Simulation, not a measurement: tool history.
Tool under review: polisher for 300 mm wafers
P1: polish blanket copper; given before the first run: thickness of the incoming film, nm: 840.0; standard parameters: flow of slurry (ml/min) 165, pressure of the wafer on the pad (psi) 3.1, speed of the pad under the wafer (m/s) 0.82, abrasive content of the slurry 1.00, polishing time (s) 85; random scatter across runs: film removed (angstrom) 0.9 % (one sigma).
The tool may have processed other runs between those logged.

run	hour	flow of slurry (ml/min)	pressure of the wafer on the pad (psi)	speed of the pad under the wafer (m/s)	abrasive content of the slurry	polishing time (s)	wafers polished on this pad	hours since the slurry nozzle was cleaned	hours since the head pressure was calibrated	hours since the slurry blender was calibrated	film removed (angstrom)
1	4.3	165	3.1	0.82	1.00	85	575	74.4	722.3	115.8	2539.5
2	10.4	165	3.1	0.82	1.00	57	611	80.5	728.4	121.9	1693.8
3	17.3	165	1.7	0.82	1.00	85	653	87.4	735.3	128.8	1387.2
4	23.1	165	3.1	0.42	1.00	85	687	93.2	741.1	134.6	1307.6
5	30.4	165	3.1	0.82	1.00	122	731	100.5	748.4	141.9	3665.4
6	35.3	165	3.1	1.20	1.00	85	760	105.4	753.3	146.8	3772.0
# hour 41.6: head pressure recalibrated
7	42.2	165	3.1	0.82	0.75	85	801	112.3	0.6	153.7	2390.2
8	47.7	165	3.1	0.82	1.00	85	834	117.8	6.1	159.2	2554.2
9	52.6	165	4.9	1.02	1.00	85	863	122.7	11.0	164.1	5038.5
10	58.6	235	3.1	0.82	1.00	85	899	128.7	17.0	170.1	2638.5
11	64.3	165	3.1	0.82	1.00	85	933	134.4	22.7	175.8	2537.4
12	67.9	100	3.1	0.82	1.00	85	954	138.0	26.3	179.4	2326.6
13	71.4	165	3.1	0.82	1.00	85	975	141.5	29.8	182.9	2577.1
14	75.7	165	4.8	0.82	1.00	85	1001	145.8	34.1	187.2	3961.6
15	83.5	165	3.1	0.82	1.00	85	1047	153.6	41.9	195.0	2589.7
16	91.3	165	4.8	0.82	0.55	85	1094	161.4	49.7	202.8	3479.3
17	97.7	165	3.1	0.82	1.45	85	1132	167.8	56.1	209.2	2773.7
18	105.2	165	3.1	0.82	1.00	85	1177	175.3	63.6	216.7	2549.2
19	110.5	165	3.1	0.82	1.00	85	1208	180.6	68.9	222.0	2516.1
20	118.5	165	3.1	0.82	1.00	85	1256	188.6	76.9	230.0	2388.2
21	124.5	165	3.1	0.82	1.00	85	1292	194.6	82.9	236.0	2408.5
22	129.2	165	3.1	0.82	1.00	85	1320	199.3	87.6	240.7	2362.8
# hour 129.4: slurry blender recalibrated
23	132.7	165	3.1	0.82	1.00	85	1341	202.8	91.1	3.4	2367.3
# hour 137.3: head pressure recalibrated
24	139.8	165	3.1	0.82	1.00	85	1383	209.9	2.5	10.5	2315.1
25	145.6	165	3.1	0.82	1.00	85	1418	215.7	8.3	16.3	2299.7
26	152.7	165	3.1	0.82	1.00	85	1460	222.8	15.4	23.4	2289.6
27	156.8	165	3.1	0.82	1.00	85	1484	226.9	19.5	27.5	2312.9

P1 no longer gives what it gave before; its output has crept away from where it was. The following 2 causes, each at its listed size, fit the log equally well:
A: removal rate lost through wear of the pad, % = 9.76
B: slurry flow missing at the pad, % = 39.8
The creep began at about hour 105.2.
Why every other cause is out:
head's pressure below its setpoint, %: serviced after onset, at hour 137.3, with no recovery of the prior output
abrasive missing from the slurry, %: serviced after onset, at hour 129.4, with no recovery of the prior output

Each of the check runs listed below is run on 2 wafers and reports their average, with the results left as question marks. Pick the one under which the possible causes would lead to clearly different results.
check 1	160.9	165	3.1	0.46	1.00	85					?
check 2	160.9	100	3.1	0.82	1.00	85					?
check 3	160.9	165	3.8	0.82	1.00	85					?
check 4	160.9	165	2.2	0.82	1.00	68					?

What every check run would give for each of its results, assuming each possible cause in turn:
check	result	if A	if B
check 1	film removed (angstrom)	1292.8	1292.9
check 2	film removed (angstrom)	2083.2	1968.6
check 3	film removed (angstrom)	2825.0	2825.1
check 4	film removed (angstrom)	1308.4	1308.4
Distance between the nearest two causes, measured in the result of the check that separates them most: check 1 0 %; check 2 5.66 %; check 3 0 %; check 4 0 %
Only in check 2 would the causes give clearly different results; in the remaining checks their results would be nearly the same.

The results of check 2 are: film removed (angstrom) 1970.9. Based on these, which of the listed causes is it?

Of the candidate causes, it is B: slurry flow missing at the pad, %.
